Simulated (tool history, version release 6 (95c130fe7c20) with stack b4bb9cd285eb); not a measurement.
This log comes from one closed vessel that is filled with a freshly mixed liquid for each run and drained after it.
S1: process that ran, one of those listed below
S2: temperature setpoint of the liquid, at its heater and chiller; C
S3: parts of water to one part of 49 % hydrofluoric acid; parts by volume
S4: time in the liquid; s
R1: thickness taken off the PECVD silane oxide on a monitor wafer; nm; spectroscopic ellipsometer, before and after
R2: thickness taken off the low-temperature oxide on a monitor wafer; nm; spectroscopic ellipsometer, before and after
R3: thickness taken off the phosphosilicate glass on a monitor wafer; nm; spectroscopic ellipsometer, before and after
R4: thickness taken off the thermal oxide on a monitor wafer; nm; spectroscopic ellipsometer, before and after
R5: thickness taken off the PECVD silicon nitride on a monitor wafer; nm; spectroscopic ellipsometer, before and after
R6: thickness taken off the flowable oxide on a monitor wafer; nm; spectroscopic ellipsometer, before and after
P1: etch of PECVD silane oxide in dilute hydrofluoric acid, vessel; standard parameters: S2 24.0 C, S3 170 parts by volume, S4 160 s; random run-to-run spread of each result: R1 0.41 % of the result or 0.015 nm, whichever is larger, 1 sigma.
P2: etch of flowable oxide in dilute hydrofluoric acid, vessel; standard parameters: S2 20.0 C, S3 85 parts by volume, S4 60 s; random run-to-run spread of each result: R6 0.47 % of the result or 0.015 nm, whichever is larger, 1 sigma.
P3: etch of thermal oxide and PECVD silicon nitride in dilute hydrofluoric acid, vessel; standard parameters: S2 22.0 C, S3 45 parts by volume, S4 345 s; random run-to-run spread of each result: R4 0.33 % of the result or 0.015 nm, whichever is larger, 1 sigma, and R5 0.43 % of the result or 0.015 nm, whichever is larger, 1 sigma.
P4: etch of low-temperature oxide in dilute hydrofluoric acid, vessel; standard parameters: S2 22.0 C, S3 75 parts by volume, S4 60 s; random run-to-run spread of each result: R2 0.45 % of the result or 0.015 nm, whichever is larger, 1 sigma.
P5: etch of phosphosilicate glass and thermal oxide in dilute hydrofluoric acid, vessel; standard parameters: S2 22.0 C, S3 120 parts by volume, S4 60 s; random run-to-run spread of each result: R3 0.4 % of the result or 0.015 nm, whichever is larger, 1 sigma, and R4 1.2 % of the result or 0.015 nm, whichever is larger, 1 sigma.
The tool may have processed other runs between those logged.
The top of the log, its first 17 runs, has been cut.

run,hour,S1,S2,S3,S4,R1,R2,R3,R4,R5,R6
18,257.3,P1,24.0,170,30,2.4297,,,,,
19,269.9,P2,20.0,85,60,,,,,,31.053
20,278.7,P4,22.0,75,60,,23.840,,,,
21,295.1,P3,29.0,45,345,,,,47.4330,53.290,
22,312.3,P4,29.5,75,60,,31.872,,,,
23,322.0,P1,28.5,170,160,15.2750,,,,,
24,340.6,P3,22.0,45,345,,,,35.6100,33.585,
25,359.6,P5,22.0,40,60,,,203.930,6.7030,,
26,369.4,P5,22.0,120,115,,,116.750,3.8926,,
27,385.8,P1,24.0,85,160,28.6210,,,,,
28,404.7,P1,24.0,170,160,13.0100,,,,,
29,416.4,P2,20.0,85,60,,,,,,31.156
30,432.3,P1,24.0,170,160,12.9920,,,,,
31,445.6,P1,24.0,170,160,13.2800,,,,,
32,454.6,P1,24.0,170,160,13.3530,,,,,
33,471.6,P1,24.0,170,160,13.5160,,,,,
34,484.4,P1,24.0,170,160,13.6120,,,,,
35,496.2,P1,24.0,170,160,13.6930,,,,,
36,505.4,P1,24.0,170,160,13.5720,,,,,
37,521.4,P1,24.0,170,160,13.6150,,,,,
38,531.1,P1,24.0,170,160,13.7290,,,,,

Expected results for the next run?
39,539.9,P1,24.0,170,160,?,,,,,

Run 39 came out at R1 13.6760 nm.

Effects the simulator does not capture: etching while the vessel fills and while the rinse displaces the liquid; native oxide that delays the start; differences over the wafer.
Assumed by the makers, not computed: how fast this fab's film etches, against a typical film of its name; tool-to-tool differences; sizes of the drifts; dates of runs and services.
